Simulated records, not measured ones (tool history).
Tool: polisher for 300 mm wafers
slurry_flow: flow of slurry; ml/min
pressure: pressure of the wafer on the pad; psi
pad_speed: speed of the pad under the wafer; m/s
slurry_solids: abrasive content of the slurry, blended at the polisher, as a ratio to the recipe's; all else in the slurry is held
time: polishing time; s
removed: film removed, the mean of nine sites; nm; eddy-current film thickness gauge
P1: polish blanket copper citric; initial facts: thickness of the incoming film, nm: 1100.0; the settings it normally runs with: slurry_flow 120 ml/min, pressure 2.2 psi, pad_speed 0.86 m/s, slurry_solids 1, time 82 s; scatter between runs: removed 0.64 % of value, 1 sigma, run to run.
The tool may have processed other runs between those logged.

run	hour	slurry_flow	pressure	pad_speed	slurry_solids	time	removed
1	18	120	2.2	0.86	1	82	137.44
2	27.9	120	2.2	0.86	1	82	135.73
3	39.4	185	2.2	0.86	1	82	147.11
# hour 49.6: worn pad replaced by a new one
4	57.1	120	2.2	0.4	1.45	82	71.407
5	74.4	70	2.2	0.86	1	82	118.19
6	83.1	120	2.2	1.3	1	82	205.43
7	94.6	120	2.2	0.86	1	82	135.85
8	105	120	2.2	0.86	1	82	137.09
9	119	120	1	0.86	1	82	64.65
10	137.6	120	3.4	0.86	1	82	205.94
11	151.8	90	3.1	0.86	1	82	178.32
12	165.3	120	2.2	0.86	1	82	136.99
13	180.7	120	2.2	0.86	0.75	82	127.63
14	198.3	120	2.2	0.86	1	124	206.04
15	215.6	120	2.2	0.86	1	41	68.747
16	232.8	120	2.2	0.86	1	82	137.78
17	250.2	120	2.2	0.42	1	82	68.57
18	266.4	120	2.2	0.86	1.5	82	149.07
19	276.4	120	2.2	0.86	1	82	135.89
20	293.6	120	2.2	0.86	1	82	136.06
21	310.2	120	2.2	0.86	1	82	131.88
22	318.8	120	2.2	0.86	1	82	131.53
23	337.8	120	2.2	0.86	1	82	129.03
24	347	120	2.2	0.86	1	82	127.43
25	356.5	120	2.2	0.86	1	82	125.96
# hour 360.6: slurry blender recalibrated
26	366.3	120	2.2	0.86	1	82	124.76
# hour 370.8: worn pad replaced by a new one
27	377.2	120	2.2	0.86	1	82	124.95
28	395.4	120	2.2	0.86	1	82	125.06
29	409.4	120	2.2	0.86	1	82	123.43
30	425.9	120	2.2	0.86	1	82	123.38
31	443.8	120	2.2	0.86	1	82	122.63

What P1 gives has crept away from where it was. These 2 causes fit the log equally well, each at the size given:
A: head's pressure below its setpoint, % = 10.1
B: slurry flow missing at the pad, % = 33.1
At approximately hour 293.6, the process output began to creep.
Each remaining cause and why it is not a fit:
removal rate lost through wear of the pad, %: serviced at hour 370.8, after the change had begun; the process did not return to its earlier output
abrasive missing from the slurry, %: serviced at hour 360.6, after the change had begun; the process did not return to its earlier output

Which of the 4 check runs listed below, each an average over 3 wafers with its results shown as question marks, gives clearly different results under the different listed causes?
check 1	461.7	175	2.2	0.86	1	82	?
check 2	461.7	120	2.2	0.86	1.4	123	?
check 3	461.7	120	3.3	0.86	1	82	?
check 4	461.7	120	1	1.3	1	82	?

If the cause were each of the candidates in turn, the checks would give the following:
check	result	if A	if B
check 1	removed	131.81	135.73
check 2	removed	198.87	198.83
check 3	removed	182.21	182.41
check 4	removed	86.246	86.069
Separation of the two closest causes in each check, using whichever result separates them best: check 1 2.93 %; check 2 0.02 %; check 3 0.11 %; check 4 0.21 %
Of the check runs offered, only check 1 discriminates between the causes; the rest would read about the same regardless of which cause applies.

The results of check 1 are: removed 135.88 nm. Based on these, which of the listed causes is it?

B is the cause: slurry flow missing at the pad, %.

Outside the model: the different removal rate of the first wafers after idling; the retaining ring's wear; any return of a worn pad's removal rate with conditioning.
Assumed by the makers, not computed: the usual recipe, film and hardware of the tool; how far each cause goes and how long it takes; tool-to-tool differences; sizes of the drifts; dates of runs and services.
